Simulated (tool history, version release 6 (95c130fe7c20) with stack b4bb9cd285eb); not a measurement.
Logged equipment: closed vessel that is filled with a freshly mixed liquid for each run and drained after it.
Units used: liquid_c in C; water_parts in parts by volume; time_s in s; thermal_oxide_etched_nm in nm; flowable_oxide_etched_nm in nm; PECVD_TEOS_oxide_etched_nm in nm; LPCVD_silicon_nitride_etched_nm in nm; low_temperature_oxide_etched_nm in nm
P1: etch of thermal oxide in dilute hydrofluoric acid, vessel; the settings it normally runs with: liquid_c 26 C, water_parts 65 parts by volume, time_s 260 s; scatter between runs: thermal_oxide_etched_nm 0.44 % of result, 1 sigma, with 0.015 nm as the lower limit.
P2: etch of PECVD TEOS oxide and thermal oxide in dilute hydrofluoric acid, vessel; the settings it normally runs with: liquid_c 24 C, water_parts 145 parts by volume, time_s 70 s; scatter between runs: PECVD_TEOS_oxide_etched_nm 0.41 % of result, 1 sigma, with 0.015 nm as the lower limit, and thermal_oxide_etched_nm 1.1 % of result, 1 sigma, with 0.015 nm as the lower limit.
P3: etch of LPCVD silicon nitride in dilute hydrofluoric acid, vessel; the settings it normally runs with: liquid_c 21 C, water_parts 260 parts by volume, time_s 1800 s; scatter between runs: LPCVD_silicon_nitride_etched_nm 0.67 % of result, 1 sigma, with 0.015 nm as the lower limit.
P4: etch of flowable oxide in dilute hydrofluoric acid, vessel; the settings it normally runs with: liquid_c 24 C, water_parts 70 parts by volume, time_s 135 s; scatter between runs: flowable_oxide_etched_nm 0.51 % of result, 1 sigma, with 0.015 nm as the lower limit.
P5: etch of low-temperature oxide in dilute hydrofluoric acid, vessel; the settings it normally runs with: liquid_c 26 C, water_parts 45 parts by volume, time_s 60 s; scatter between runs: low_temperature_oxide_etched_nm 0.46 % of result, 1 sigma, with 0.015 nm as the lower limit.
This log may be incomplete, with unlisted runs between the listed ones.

run,day,process,liquid_c,water_parts,time_s,hours since the thermometer was replaced,hours since the hydrofluoric acid flow meter was replaced,thermal_oxide_etched_nm,flowable_oxide_etched_nm,PECVD_TEOS_oxide_etched_nm,LPCVD_silicon_nitride_etched_nm,low_temperature_oxide_etched_nm
1,0.342,P1,26,65,260,366,253.4,21.074,,,,
2,0.812,P1,26,20,260,377.3,264.7,72.336,,,,
3,1.167,P1,26,90,260,385.8,273.2,14.729,,,,
4,1.571,P4,24,70,135,395.5,282.9,,49.89,,,
5,1.908,P2,24,60,70,403.6,291,5.9543,,34.496,,
6,2.271,P1,26,65,35,412.3,299.7,2.819,,,,
7,2.754,P1,26,65,260,423.9,311.3,20.988,,,,
8,3.012,P3,21,260,1800,430.1,317.5,,,,3.0221,
9,3.408,P1,26,65,260,439.6,327,20.973,,,,
10,3.85,P3,21,260,2935,450.2,337.6,,,,4.9375,
11,4.179,P4,31,70,135,458.1,345.5,,66.77,,,
12,4.592,P1,20.5,65,260,468,355.4,16.794,,,,
13,5.046,P1,26,65,260,478.9,366.3,20.912,,,,
14,5.442,P1,26,65,260,488.4,375.8,20.957,,,,
15,5.667,P3,21,260,1800,493.8,381.2,,,,3.0442,
16,6.142,P4,24,115,135,505.2,392.6,,29.096,,,
17,6.367,P3,21,45,1800,510.6,398,,,,16.799,
18,6.588,P1,33.5,65,260,515.9,403.3,28.268,,,,
19,6.929,P5,26,45,90,524.1,411.5,,,,,40.241
20,7.208,P2,24,145,70,530.8,418.2,2.2556,,12.746,,
21,7.475,P1,26,65,385,537.2,424.6,31.27,,,,
22,7.717,P1,26,65,260,543,430.4,20.998,,,,
23,8.171,P5,26,45,60,553.9,441.3,,,,,26.687
24,8.483,P5,26,25,60,561.4,448.8,,,,,48.945
25,8.767,P1,26,65,260,568.2,455.6,21.066,,,,
26,9.142,P1,26,95,490,577.2,464.6,25.955,,,,
27,9.396,P5,17.5,45,60,583.3,470.7,,,,,18.574
28,9.85,P2,17,145,70,594.2,481.6,1.7134,,9.6752,,
# day 9.858: hydrofluoric acid flow meter replaced
29,10.217,P2,24,145,30,603,8.6,0.98645,,5.4718,,
30,10.454,P4,24,70,215,608.7,14.3,,80.014,,,
31,10.754,P3,27,260,1800,615.9,21.5,,,,4.3436,
32,11.217,P1,26,65,260,627,32.6,21.111,,,,
33,11.488,P1,26,65,260,633.5,39.1,21.656,,,,
34,11.775,P1,26,65,260,640.4,46,22.205,,,,
35,12.221,P1,26,65,260,651.1,56.7,22.675,,,,
36,12.621,P1,26,65,260,660.7,66.3,22.887,,,,
37,13.125,P1,26,65,260,672.8,78.4,22.877,,,,
38,13.4,P1,26,65,260,679.4,85,23.097,,,,
39,13.625,P1,26,65,260,684.8,90.4,23.01,,,,

Something has made what P1 gives creep away from where it was; the 2 causes below, each at its own stated size, fit the log equally well:
A: liquid hotter than its thermometer reads (K) = 2.34
B: hydrofluoric acid flow above the setpoint (%) = 8.91
Creep in the process output first set in at about day 11.217.

Question marks stand in for the results of the 4 check runs listed below, each run on one wafer. Under which run would the listed causes show clearly different results?
check 1,13.85,P2,24,145,70,,,?,,?,,
check 2,13.85,P3,21,260,1800,,,,,,?,
check 3,13.85,P5,26,45,60,,,,,,,?
check 4,13.85,P4,24,70,135,,,,?,,,

How each check would come out, cause by cause:
check,result,if A,if B
check 1,thermal_oxide_etched_nm,2.44,2.4655
check 1,PECVD_TEOS_oxide_etched_nm,13.924,14.069
check 2,LPCVD_silicon_nitride_etched_nm,3.515,3.2963
check 3,low_temperature_oxide_etched_nm,29.25,29.138
check 4,flowable_oxide_etched_nm,55.447,55.388
Smallest distance between any two causes, each pair judged by its most separating result, in per cent: check 1 1.04 %; check 2 6.42 %; check 3 0.38 %; check 4 0.11 %
The causes can be told apart only by check 2. The other checks would give nearly the same results under each of them.

Check 2 has now been run. It gave: LPCVD_silicon_nitride_etched_nm 3.2766 nm. Which of the candidate causes is it?

B is the cause: hydrofluoric acid flow above the setpoint (%).
